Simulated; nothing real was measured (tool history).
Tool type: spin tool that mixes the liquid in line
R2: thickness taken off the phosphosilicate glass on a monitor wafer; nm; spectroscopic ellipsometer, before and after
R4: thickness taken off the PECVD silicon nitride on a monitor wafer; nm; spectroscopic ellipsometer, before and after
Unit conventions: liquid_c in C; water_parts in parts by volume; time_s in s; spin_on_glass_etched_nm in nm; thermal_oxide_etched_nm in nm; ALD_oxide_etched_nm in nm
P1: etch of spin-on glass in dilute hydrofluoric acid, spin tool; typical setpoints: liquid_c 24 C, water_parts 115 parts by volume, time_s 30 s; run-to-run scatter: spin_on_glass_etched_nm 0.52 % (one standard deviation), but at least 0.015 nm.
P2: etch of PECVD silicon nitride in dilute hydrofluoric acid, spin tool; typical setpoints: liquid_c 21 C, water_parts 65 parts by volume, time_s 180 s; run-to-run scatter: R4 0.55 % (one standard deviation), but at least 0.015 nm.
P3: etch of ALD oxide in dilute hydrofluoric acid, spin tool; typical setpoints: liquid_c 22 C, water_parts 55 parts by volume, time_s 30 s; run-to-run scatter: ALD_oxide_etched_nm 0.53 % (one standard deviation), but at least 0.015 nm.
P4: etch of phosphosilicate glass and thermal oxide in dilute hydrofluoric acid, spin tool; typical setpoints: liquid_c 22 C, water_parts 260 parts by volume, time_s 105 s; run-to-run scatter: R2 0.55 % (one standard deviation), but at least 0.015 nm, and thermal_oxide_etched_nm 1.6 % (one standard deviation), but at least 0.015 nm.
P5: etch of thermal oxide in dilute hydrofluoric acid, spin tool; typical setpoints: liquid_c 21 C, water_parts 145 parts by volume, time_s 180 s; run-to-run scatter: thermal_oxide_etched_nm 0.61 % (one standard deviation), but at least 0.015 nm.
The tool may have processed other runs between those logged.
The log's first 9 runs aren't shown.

Run 10, day 1.771: process P3, liquid_c 22 C, water_parts 20 parts by volume, time_s 30 s. Result: ALD_oxide_etched_nm 18.305 nm.
Run 11, day 1.875: process P4, liquid_c 17 C, water_parts 260 parts by volume, time_s 105 s. Result: R2 40.218 nm, thermal_oxide_etched_nm 1.187 nm.
Run 12, day 2.038: process P1, liquid_c 24 C, water_parts 115 parts by volume, time_s 30 s. Result: spin_on_glass_etched_nm 11.9 nm.
Run 13, day 2.246: process P4, liquid_c 22 C, water_parts 260 parts by volume, time_s 160 s. Result: R2 74.758 nm, thermal_oxide_etched_nm 2.2546 nm.
Run 14, day 2.429: process P5, liquid_c 21 C, water_parts 145 parts by volume, time_s 330 s. Result: thermal_oxide_etched_nm 8.6785 nm.
Run 15, day 2.571: process P1, liquid_c 24 C, water_parts 30 parts by volume, time_s 15 s. Result: spin_on_glass_etched_nm 25.324 nm.
Run 16, day 2.671: process P3, liquid_c 22 C, water_parts 55 parts by volume, time_s 30 s. Result: ALD_oxide_etched_nm 6.4035 nm.
Run 17, day 2.838: process P3, liquid_c 22 C, water_parts 55 parts by volume, time_s 15 s. Result: ALD_oxide_etched_nm 3.185 nm.
Run 18, day 3.062: process P1, liquid_c 24 C, water_parts 115 parts by volume, time_s 55 s. Result: spin_on_glass_etched_nm 21.752 nm.
Run 19, day 3.288: process P2, liquid_c 21 C, water_parts 65 parts by volume, time_s 60 s. Result: R4 4.3732 nm.
Run 20, day 3.508: process P1, liquid_c 24 C, water_parts 115 parts by volume, time_s 30 s. Result: spin_on_glass_etched_nm 11.779 nm.
Run 21, day 3.671: process P3, liquid_c 17.5 C, water_parts 55 parts by volume, time_s 30 s. Result: ALD_oxide_etched_nm 5.2396 nm.
Run 22, day 3.875: process P5, liquid_c 21 C, water_parts 55 parts by volume, time_s 180 s. Result: thermal_oxide_etched_nm 13.926 nm.
Run 23, day 4.046: process P1, liquid_c 19.5 C, water_parts 115 parts by volume, time_s 30 s. Result: spin_on_glass_etched_nm 10.038 nm.

Run 24, settings as shown, results not yet in. Your forecast:
Run 24, day 4.2: process P1, liquid_c 24 C, water_parts 115 parts by volume, time_s 30 s. Result: spin_on_glass_etched_nm ?.

spin_on_glass_etched_nm: 11.784 nm
